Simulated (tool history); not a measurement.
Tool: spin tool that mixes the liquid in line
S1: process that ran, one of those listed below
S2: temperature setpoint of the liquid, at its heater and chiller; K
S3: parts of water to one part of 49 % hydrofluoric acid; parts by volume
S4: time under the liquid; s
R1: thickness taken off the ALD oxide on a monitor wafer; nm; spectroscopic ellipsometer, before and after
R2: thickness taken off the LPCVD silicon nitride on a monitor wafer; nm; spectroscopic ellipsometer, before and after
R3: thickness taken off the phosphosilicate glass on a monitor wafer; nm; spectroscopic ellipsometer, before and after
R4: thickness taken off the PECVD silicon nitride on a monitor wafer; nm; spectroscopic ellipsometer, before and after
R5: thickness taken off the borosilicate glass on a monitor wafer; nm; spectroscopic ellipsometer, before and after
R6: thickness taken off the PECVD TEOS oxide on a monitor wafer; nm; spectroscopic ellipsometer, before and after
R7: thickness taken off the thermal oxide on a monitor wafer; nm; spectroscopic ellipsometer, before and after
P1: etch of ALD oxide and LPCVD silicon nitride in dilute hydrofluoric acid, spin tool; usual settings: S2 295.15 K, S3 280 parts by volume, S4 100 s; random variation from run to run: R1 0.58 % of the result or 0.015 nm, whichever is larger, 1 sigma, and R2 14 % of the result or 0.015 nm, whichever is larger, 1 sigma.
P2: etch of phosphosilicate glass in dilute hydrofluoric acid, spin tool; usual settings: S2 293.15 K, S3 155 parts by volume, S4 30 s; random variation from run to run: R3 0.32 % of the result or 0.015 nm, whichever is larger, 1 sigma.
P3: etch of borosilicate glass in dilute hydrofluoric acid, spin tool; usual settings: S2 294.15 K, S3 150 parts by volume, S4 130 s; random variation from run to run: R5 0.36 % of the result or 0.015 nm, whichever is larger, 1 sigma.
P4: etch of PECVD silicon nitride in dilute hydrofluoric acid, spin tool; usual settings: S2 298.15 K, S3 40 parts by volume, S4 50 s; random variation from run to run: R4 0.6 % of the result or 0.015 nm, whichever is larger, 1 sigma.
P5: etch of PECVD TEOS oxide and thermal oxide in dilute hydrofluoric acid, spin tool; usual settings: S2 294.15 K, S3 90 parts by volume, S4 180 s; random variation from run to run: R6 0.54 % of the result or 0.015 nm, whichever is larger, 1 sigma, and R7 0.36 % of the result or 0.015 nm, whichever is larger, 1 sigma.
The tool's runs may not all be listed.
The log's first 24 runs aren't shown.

run 25 hour=259.9 | S1=P1 S2=295.15 S3=280 S4=195 | R1=10.455 R2=0.30654
run 26 hour=267.4 | S1=P2 S2=299.65 S3=155 S4=30 | R3=39.335
run 27 hour=279.3 | S1=P5 S2=294.15 S3=90 S4=180 | R6=36.351 R7=8.3035
run 28 hour=291.3 | S1=P3 S2=294.15 S3=150 S4=15 | R5=1.6375
run 29 hour=304.9 | S1=P1 S2=295.15 S3=280 S4=100 | R1=5.3361 R2=0.11201
-- hour=314.2 hydrofluoric acid flow meter replaced
run 30 hour=318.4 | S1=P1 S2=295.15 S3=280 S4=45 | R1=2.4255 R2=0.085046
run 31 hour=327.9 | S1=P3 S2=294.15 S3=260 S4=130 | R5=7.3785
run 32 hour=339.5 | S1=P1 S2=295.15 S3=280 S4=100 | R1=5.3673 R2=0.16817
run 33 hour=347.5 | S1=P1 S2=295.15 S3=140 S4=100 | R1=12.373 R2=0.29381
run 34 hour=356.1 | S1=P1 S2=295.15 S3=280 S4=100 | R1=5.3239 R2=0.13167
run 35 hour=364 | S1=P1 S2=295.15 S3=280 S4=100 | R1=5.5176 R2=0.13695
run 36 hour=375 | S1=P1 S2=295.15 S3=280 S4=100 | R1=5.5655 R2=0.14031
run 37 hour=388.6 | S1=P1 S2=295.15 S3=280 S4=100 | R1=5.6197 R2=0.17192
run 38 hour=400 | S1=P1 S2=295.15 S3=280 S4=100 | R1=5.6846 R2=0.15723
run 39 hour=408 | S1=P1 S2=295.15 S3=280 S4=100 | R1=5.6546 R2=0.19617
run 40 hour=414.6 | S1=P1 S2=295.15 S3=280 S4=100 | R1=5.6852 R2=0.13535

Run 41 comes next. What will it give?
run 41 hour=427.2 | S1=P1 S2=295.15 S3=280 S4=100 | R1=? R2=?

{"run 41": {"R1": 5.6198, "R2": 0.2007}}
